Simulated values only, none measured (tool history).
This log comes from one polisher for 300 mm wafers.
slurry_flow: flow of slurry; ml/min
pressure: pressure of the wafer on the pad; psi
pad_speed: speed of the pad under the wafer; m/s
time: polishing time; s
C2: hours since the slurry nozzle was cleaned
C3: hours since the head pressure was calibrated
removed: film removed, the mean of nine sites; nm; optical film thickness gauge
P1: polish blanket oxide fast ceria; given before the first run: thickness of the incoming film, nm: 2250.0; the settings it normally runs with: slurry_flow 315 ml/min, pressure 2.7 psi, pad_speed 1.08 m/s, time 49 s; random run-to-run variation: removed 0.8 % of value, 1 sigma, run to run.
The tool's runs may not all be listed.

Run 1, hour 2.7: slurry_flow 315 ml/min, pressure 2.7 psi, pad_speed 1.08 m/s, time 49 s; wafers polished on this pad 717; C2 280.7; C3 258.3. Result: removed 837.35 nm.
Run 2, hour 5.6: slurry_flow 240 ml/min, pressure 1.8 psi, pad_speed 1.08 m/s, time 49 s; wafers polished on this pad 745; C2 283.6; C3 261.2. Result: removed 541.07 nm.
Run 3, hour 10.2: slurry_flow 315 ml/min, pressure 1.3 psi, pad_speed 1.08 m/s, time 49 s; wafers polished on this pad 789; C2 288.2; C3 265.8. Result: removed 400.89 nm.
Run 4, hour 15.1: slurry_flow 315 ml/min, pressure 3.6 psi, pad_speed 1.34 m/s, time 49 s; wafers polished on this pad 836; C2 293.1; C3 270.7. Result: removed 1395.7 nm.
Run 5, hour 19.6: slurry_flow 315 ml/min, pressure 2 psi, pad_speed 1.56 m/s, time 49 s; wafers polished on this pad 879; C2 297.6; C3 275.2. Result: removed 904.42 nm.
Run 6, hour 23.4: slurry_flow 315 ml/min, pressure 2.7 psi, pad_speed 0.5 m/s, time 49 s; wafers polished on this pad 915; C2 301.4; C3 279. Result: removed 389.82 nm.
Run 7, hour 28.5: slurry_flow 190 ml/min, pressure 2.7 psi, pad_speed 1.08 m/s, time 49 s; wafers polished on this pad 964; C2 306.5; C3 284.1. Result: removed 782.09 nm.
Run 8, hour 32.3: slurry_flow 315 ml/min, pressure 2.7 psi, pad_speed 1.08 m/s, time 64 s; wafers polished on this pad 1001; C2 310.3; C3 287.9. Result: removed 1080.3 nm.
Run 9, hour 35.4: slurry_flow 480 ml/min, pressure 2.7 psi, pad_speed 1.08 m/s, time 49 s; wafers polished on this pad 1031; C2 313.4; C3 291. Result: removed 858.78 nm.
Run 10, hour 39: slurry_flow 315 ml/min, pressure 2.7 psi, pad_speed 1.08 m/s, time 25 s; wafers polished on this pad 1065; C2 317; C3 294.6. Result: removed 426.52 nm.
Run 11, hour 42.9: slurry_flow 315 ml/min, pressure 2.7 psi, pad_speed 1.08 m/s, time 49 s; wafers polished on this pad 1103; C2 320.9; C3 298.5. Result: removed 841.26 nm.

For run 12, what comes out?
Run 12, hour 47.2: slurry_flow 315 ml/min, pressure 2.7 psi, pad_speed 1.08 m/s, time 49 s; wafers polished on this pad 1144; C2 325.2; C3 302.8. Result: removed ?.

removed: 823.68 nm
